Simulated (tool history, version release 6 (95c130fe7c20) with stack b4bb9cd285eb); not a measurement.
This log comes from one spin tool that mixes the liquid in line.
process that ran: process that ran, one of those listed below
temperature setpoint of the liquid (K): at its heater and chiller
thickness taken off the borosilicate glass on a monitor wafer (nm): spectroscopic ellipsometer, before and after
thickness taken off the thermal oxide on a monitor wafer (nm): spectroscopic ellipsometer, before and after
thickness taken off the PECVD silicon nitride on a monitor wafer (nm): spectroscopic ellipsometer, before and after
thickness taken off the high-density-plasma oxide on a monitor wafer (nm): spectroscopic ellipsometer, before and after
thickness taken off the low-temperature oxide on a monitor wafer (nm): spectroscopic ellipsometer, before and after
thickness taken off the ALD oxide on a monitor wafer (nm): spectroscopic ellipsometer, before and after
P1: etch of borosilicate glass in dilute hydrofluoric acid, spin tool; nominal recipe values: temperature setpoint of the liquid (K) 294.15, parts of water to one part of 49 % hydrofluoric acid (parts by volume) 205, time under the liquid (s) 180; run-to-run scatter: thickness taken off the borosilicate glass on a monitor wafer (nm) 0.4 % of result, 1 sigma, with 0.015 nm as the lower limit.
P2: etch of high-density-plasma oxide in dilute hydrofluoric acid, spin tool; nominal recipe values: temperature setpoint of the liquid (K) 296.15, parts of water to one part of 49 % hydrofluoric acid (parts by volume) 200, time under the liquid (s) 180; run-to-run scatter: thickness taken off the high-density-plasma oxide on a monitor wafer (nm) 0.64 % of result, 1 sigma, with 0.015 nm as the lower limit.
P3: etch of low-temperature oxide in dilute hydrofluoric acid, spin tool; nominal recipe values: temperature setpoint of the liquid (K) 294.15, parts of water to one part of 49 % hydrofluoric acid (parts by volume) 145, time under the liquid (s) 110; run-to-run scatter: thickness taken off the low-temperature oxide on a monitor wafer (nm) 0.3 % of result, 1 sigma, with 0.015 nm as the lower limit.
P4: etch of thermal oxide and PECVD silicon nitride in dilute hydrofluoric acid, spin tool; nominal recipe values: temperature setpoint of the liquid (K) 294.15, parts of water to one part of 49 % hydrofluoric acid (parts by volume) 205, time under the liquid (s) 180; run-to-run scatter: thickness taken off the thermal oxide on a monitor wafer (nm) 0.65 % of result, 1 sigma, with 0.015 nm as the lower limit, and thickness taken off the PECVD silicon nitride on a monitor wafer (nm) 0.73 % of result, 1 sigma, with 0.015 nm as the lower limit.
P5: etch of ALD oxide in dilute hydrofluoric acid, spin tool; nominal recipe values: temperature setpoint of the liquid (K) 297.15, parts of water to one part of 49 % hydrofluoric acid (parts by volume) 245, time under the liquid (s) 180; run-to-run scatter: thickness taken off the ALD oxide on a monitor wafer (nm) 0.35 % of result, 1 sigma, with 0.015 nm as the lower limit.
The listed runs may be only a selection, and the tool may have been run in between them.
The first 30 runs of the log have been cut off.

run   hour  process that ran  temperature setpoint of the liquid (K)  parts of water to one part of 49 % hydrofluoric acid (parts by volume)  time under the liquid (s)  hours since the thermometer was replaced  hours since the hydrofluoric acid flow meter was replaced  thickness taken off the borosilicate glass on a monitor wafer (nm)  thickness taken off the thermal oxide on a monitor wafer (nm)  thickness taken off the PECVD silicon nitride on a monitor wafer (nm)  thickness taken off the high-density-plasma oxide on a monitor wafer (nm)  thickness taken off the low-temperature oxide on a monitor wafer (nm)  thickness taken off the ALD oxide on a monitor wafer (nm)
 31  163.4                P5                                  297.15                                                                     245                        315                                     696.2                                                     1075.2                                                                                                                                                                                                                                                                                                                                                                                                                 13.611
 32  169.8                P1                                  294.15                                                                     205                        180                                     702.6                                                     1081.6                                                              19.151
 33  176.3                P1                                  294.15                                                                     205                        180                                     709.1                                                     1088.1                                                              18.369
 34  181.5                P1                                  294.15                                                                     205                        180                                     714.3                                                     1093.3                                                              17.992
 35  185.6                P1                                  294.15                                                                     205                        180                                     718.4                                                     1097.4                                                              17.851
 36  192.9                P1                                  294.15                                                                     205                        180                                     725.7                                                     1104.7                                                              17.668
 37    200                P1                                  294.15                                                                     205                        180                                     732.8                                                     1111.8                                                              17.548
 38  203.3                P1                                  294.15                                                                     205                        180                                     736.1                                                     1115.1                                                              17.449
 39  208.1                P1                                  294.15                                                                     205                        180                                     740.9                                                     1119.9                                                               17.47
 40  215.3                P1                                  294.15                                                                     205                        180                                     748.1                                                     1127.1                                                              17.442

For run 41, what comes out?
 41  220.6                P1                                  294.15                                                                     205                        180                                     753.4                                                     1132.4                                                                   ?

{"run 41": {"thickness taken off the borosilicate glass on a monitor wafer (nm)": 17.302}}
